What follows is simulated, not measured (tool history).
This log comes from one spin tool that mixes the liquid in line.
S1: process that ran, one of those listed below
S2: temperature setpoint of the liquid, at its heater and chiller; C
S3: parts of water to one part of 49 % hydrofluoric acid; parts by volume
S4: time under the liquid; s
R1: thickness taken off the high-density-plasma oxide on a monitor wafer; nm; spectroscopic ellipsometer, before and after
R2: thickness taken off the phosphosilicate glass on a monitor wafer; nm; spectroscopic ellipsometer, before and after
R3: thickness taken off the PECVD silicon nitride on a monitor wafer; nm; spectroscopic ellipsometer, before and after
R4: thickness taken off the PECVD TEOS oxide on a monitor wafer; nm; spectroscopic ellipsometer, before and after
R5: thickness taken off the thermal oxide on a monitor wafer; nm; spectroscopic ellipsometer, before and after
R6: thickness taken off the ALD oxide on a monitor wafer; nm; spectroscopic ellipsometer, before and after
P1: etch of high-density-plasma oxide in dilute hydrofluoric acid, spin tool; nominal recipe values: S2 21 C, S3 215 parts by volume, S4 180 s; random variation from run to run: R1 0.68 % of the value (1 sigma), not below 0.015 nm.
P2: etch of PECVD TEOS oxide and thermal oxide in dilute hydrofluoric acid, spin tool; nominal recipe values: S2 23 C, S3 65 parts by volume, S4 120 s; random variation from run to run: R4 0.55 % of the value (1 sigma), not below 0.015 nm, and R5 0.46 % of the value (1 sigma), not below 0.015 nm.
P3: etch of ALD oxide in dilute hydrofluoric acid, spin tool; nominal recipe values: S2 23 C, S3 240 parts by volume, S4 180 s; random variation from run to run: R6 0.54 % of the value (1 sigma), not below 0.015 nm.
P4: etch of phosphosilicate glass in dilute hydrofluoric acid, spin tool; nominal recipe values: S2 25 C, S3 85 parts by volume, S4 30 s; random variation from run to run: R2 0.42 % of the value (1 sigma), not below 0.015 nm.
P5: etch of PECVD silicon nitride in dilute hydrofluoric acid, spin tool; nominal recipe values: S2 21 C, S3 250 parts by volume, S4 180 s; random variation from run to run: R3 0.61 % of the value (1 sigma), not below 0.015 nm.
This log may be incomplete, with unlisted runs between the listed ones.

{"run": 1, "hour": 9.4, "S1": "P1", "S2": 21, "S3": 215, "S4": 180, "R1": 3.345}
{"run": 2, "hour": 19.0, "S1": "P4", "S2": 32, "S3": 85, "S4": 30, "R2": 48.618}
{"run": 3, "hour": 25.4, "S1": "P5", "S2": 17, "S3": 250, "S4": 180, "R3": 2.5771}
{"run": 4, "hour": 35.5, "S1": "P2", "S2": 23, "S3": 65, "S4": 15, "R4": 4.3462, "R5": 1.0805}
{"run": 5, "hour": 44.8, "S1": "P1", "S2": 17.5, "S3": 105, "S4": 180, "R1": 6.7211}
{"run": 6, "hour": 53.0, "S1": "P3", "S2": 23, "S3": 150, "S4": 180, "R6": 36.357}
{"run": 7, "hour": 61.9, "S1": "P3", "S2": 17, "S3": 240, "S4": 180, "R6": 16.518}
{"run": 8, "hour": 71.1, "S1": "P1", "S2": 21, "S3": 215, "S4": 180, "R1": 3.3949}
{"run": 9, "hour": 80.3, "S1": "P1", "S2": 17, "S3": 355, "S4": 180, "R1": 1.5193}
{"run": 10, "hour": 90.3, "S1": "P1", "S2": 21, "S3": 95, "S4": 180, "R1": 8.7065}
{"run": 11, "hour": 95.1, "S1": "P5", "S2": 21, "S3": 250, "S4": 180, "R3": 3.4117}
{"hour": 97.6, "done": "thermometer replaced"}
{"run": 12, "hour": 105.2, "S1": "P4", "S2": 25, "S3": 85, "S4": 30, "R2": 37.262}
{"run": 13, "hour": 111.3, "S1": "P1", "S2": 25.5, "S3": 215, "S4": 180, "R1": 4.0041}
{"run": 14, "hour": 119.3, "S1": "P1", "S2": 21, "S3": 215, "S4": 180, "R1": 3.3613}
{"run": 15, "hour": 127.5, "S1": "P4", "S2": 25, "S3": 130, "S4": 30, "R2": 23.115}
{"run": 16, "hour": 137.7, "S1": "P2", "S2": 23, "S3": 65, "S4": 120, "R4": 34.421, "R5": 8.8825}
{"run": 17, "hour": 146.9, "S1": "P1", "S2": 21, "S3": 215, "S4": 15, "R1": 0.29213}
{"run": 18, "hour": 154.4, "S1": "P1", "S2": 21, "S3": 215, "S4": 180, "R1": 3.3682}
{"run": 19, "hour": 160.6, "S1": "P5", "S2": 21, "S3": 415, "S4": 180, "R3": 2.0368}
{"run": 20, "hour": 167.3, "S1": "P1", "S2": 21, "S3": 345, "S4": 180, "R1": 1.8559}
{"run": 21, "hour": 173.4, "S1": "P1", "S2": 17, "S3": 215, "S4": 180, "R1": 2.9049}
{"run": 22, "hour": 179.7, "S1": "P4", "S2": 25, "S3": 85, "S4": 15, "R2": 18.581}
{"run": 23, "hour": 189.4, "S1": "P1", "S2": 17, "S3": 90, "S4": 180, "R1": 7.8449}

Run 24, settings as shown, results not yet in. Your forecast:
{"run": 24, "hour": 197.7, "S1": "P1", "S2": 21, "S3": 215, "S4": 265, "R1": "?"}

R1: 4.9989 nm
